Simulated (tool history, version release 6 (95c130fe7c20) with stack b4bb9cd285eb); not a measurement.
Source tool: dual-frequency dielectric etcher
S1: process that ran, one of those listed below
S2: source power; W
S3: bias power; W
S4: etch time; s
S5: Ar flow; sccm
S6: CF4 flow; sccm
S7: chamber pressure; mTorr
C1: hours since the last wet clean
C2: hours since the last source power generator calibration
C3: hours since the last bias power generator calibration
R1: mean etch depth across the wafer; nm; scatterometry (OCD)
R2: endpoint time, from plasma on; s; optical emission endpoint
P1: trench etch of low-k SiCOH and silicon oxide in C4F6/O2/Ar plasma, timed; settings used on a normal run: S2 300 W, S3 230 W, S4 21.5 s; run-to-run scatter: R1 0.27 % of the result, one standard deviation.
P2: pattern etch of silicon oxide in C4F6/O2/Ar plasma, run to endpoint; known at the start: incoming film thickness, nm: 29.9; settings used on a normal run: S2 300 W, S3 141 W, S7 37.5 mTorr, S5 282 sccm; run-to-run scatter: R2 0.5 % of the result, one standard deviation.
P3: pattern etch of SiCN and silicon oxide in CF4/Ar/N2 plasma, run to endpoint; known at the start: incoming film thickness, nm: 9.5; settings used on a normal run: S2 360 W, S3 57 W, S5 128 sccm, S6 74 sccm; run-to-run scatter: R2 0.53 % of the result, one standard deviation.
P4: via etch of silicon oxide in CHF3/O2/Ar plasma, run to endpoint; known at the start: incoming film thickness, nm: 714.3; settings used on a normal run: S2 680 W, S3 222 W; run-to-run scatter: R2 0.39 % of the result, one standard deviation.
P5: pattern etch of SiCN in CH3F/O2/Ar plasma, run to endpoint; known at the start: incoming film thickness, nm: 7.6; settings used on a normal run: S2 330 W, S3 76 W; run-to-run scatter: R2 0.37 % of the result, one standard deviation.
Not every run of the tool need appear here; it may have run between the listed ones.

run     day  S1   S2   S3    S4   S5  S6    S7     C1      C2      C3      R1      R2
  1   0.504  P1  300  230  21.5                 118.6  2177.4  1821.7  63.889
  2   0.929  P4  680  222                       128.8  2187.6  1831.9          338.98
  3   1.604  P3  360   57        128  74          145  2203.8  1848.1          15.197
  4   2.012  P2  300  141        282      37.5  154.8  2213.6  1857.9          11.862
  5   2.388  P3  360   57        169  74        163.8  2222.6  1866.9          16.101
      2.604  -- source power generator calibrated
  6   3.017  P1  300  230  21.5                 178.9     9.9    1882  63.694
  7   3.704  P1  300  230  21.5                 195.4    26.4  1898.5  63.963
  8   4.246  P3  360   57        128  97        208.4    39.4  1911.5          14.855
  9   4.562  P5  330   98                         216      47  1919.1          19.148
 10   4.958  P4  680  297                       225.5    56.5  1928.6          302.75
 11   5.267  P1  230  230    17                 232.9    63.9    1936  45.635
 12   5.638  P3  270   57        128  74        241.8    72.8  1944.9          19.645
 13   5.975  P3  360   57        128  74        249.9    80.9    1953          15.332
 14   6.642  P1  300  289  21.5                 265.9    96.9    1969    69.1
 15   6.983  P5  330   76                       274.1   105.1  1977.2          20.949
 16   7.367  P3  360   38        128  74        283.3   114.3  1986.4          17.528
 17   7.888  P1  170  230  21.5                 295.8   126.8  1998.9  51.684
 18   8.271  P1  400  230  21.5                   305     136  2008.1   71.39
 19   8.888  P1  300  230  21.5                 319.8   150.8  2022.9  63.544
 20   9.288  P2  300   84        282      37.5  329.4   160.4  2032.5          13.598
 21   9.633  P4  680  222                       337.7   168.7  2040.8          337.26
 22   9.938  P2  300  141        282      37.5    345     176  2048.1          11.766
 23  10.504  P1  300  230    12                 358.6   189.6  2061.7  35.751
 24  11.146  P1  300  300  28.5                   374     205  2077.1  92.595
 25  11.825  P5  440   76                       390.3   221.3  2093.4          18.754
 26  12.471  P2  300  141        282      26.5  405.8   236.8  2108.9          11.173
 27  13.029  P1  300  152  21.5                 419.2   250.2  2122.3  55.827
 28  13.633  P1  300  230  21.5                 433.7   264.7  2136.8  63.766
 29  14.146  P1  300  230  29.5                   446     277  2149.1   87.69
 30  14.467  P4  500  222                       453.7   284.7  2156.8          378.08
 31  14.888  P1  300  230  21.5                 463.8   294.8  2166.9  64.052
 32  15.408  P1  300  311  16.5                 476.3   307.3  2179.4  54.382
     15.425  -- wet clean of the chamber
 33  15.983  P2  300  141        338      37.5   13.5   321.1  2193.2          11.959
 34  16.638  P2  180  141        282      37.5   29.2   336.8  2208.9          14.289
 35    17.2  P1  300  230  21.5                  42.7   350.3  2222.4   63.83
 36  17.808  P1  300  230  21.5                  57.3   364.9    2237  64.241
 37  18.296  P1  300  230  21.5                    69   376.6  2248.7  64.557
 38  18.629  P1  300  230  21.5                    77   384.6  2256.7  64.837
 39  19.038  P1  300  230  21.5                  86.8   394.4  2266.5  64.594
     19.508  -- wet clean of the chamber
 40  19.512  P1  300  230  21.5                   0.1   405.8  2277.9  64.912
 41  20.096  P1  300  230  21.5                  14.1   419.8  2291.9  64.856
 42  20.717  P1  300  230  21.5                    29   434.7  2306.8  64.914
 43  21.338  P1  300  230  21.5                  43.9   449.6  2321.7  65.008
 44  21.925  P1  300  230  21.5                    58   463.7  2335.8  65.068
 45  22.262  P1  300  230  21.5                  66.1   471.8  2343.9  65.137

Something has made what P1 gives creep away from where it was; the 2 causes below, each at its own stated size, fit the log equally well:
A: bias power that arrives over what is set, % = 4.77
B: source power that arrives over what is set, % = 4.23
The creep began at about day 17.2.
Other possible causes, and why each is ruled out:
chamber walls in a state that raises the etch rate, %: work on it at day 19.508, done after the drift set in, did not restore what the process gave before

4 check runs are offered, each on 3 wafers whose results are averaged, their results left as question marks. Which one tells the causes apart?
check 1  22.6  P4  680  264                                      ?
check 2  22.6  P5  440   88                                      ?
check 3  22.6  P2  300   85      282      37.5                   ?
check 4  22.6  P3  360   40      163  74                         ?

Expected result of each check under each candidate cause:
  check  result    if A    if B
check 1      R2  311.49  311.86
check 2      R2  17.555  17.585
check 3      R2  13.448  13.391
check 4      R2  17.745  17.365
Smallest distance between any two causes, each pair judged by its most separating result, in per cent: check 1 0.12 %; check 2 0.17 %; check 3 0.43 %; check 4 2.16 %
Of the check runs offered, only check 4 discriminates between the causes; the rest would read about the same regardless of which cause applies.

The results of check 4 are: R2 17.684 s. Based on these, which of the listed causes is it?

It was cause A: bias power that arrives over what is set, %.
